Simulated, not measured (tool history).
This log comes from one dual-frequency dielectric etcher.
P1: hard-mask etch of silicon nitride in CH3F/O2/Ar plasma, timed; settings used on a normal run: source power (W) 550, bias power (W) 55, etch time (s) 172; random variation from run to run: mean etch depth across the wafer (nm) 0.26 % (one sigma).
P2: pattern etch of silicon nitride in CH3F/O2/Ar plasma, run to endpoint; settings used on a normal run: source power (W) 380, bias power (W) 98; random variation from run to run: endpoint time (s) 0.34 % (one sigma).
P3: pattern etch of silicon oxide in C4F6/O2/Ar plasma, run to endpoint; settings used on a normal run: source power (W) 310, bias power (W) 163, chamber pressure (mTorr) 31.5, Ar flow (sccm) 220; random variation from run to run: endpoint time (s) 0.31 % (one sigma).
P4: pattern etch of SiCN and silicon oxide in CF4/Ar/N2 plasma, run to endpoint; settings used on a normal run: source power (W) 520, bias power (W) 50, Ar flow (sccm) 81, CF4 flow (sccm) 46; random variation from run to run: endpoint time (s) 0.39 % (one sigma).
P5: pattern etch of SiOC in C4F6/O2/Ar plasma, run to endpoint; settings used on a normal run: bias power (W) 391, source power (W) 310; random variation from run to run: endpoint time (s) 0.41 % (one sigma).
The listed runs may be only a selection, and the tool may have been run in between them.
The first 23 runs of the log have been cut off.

run,hour,process that ran,source power (W),bias power (W),etch time (s),chamber pressure (mTorr),Ar flow (sccm),CF4 flow (sccm),hours since the last wet clean,hours since the last source power generator calibration,hours since the last bias power generator calibration,mean etch depth across the wafer (nm),endpoint time (s)
24,303.2,P4,520,50,,,81,46,729.8,2584.7,1894.2,,18.13
25,314.6,P4,670,50,,,81,46,741.2,2596.1,1905.6,,14.521
26,327.1,P1,550,55,172,,,,753.7,2608.6,1918.1,123.34,
27,336.1,P1,380,55,172,,,,762.7,2617.6,1927.1,107.17,
28,349.1,P2,380,64,,,,,775.7,2630.6,1940.1,,37.955
29,360.5,P2,230,98,,,,,787.1,2642,1951.5,,39.25
30,373.9,P3,220,163,,31.5,220,,800.5,2655.4,1964.9,,16.192
31,388.2,P3,310,163,,40.5,220,,814.8,2669.7,1979.2,,14.559
32,401,P1,550,33,221.5,,,,827.6,2682.5,1992,137.18,
33,410.8,P1,550,55,172,,,,837.4,2692.3,2001.8,123.62,
34,421.2,P1,550,55,172,,,,847.8,2702.7,2012.2,122.42,

What will run 35 give?
35,429.5,P1,550,55,172,,,,856.1,2711,2020.5,?,

Run 35 came out at mean etch depth across the wafer (nm) 122.29.
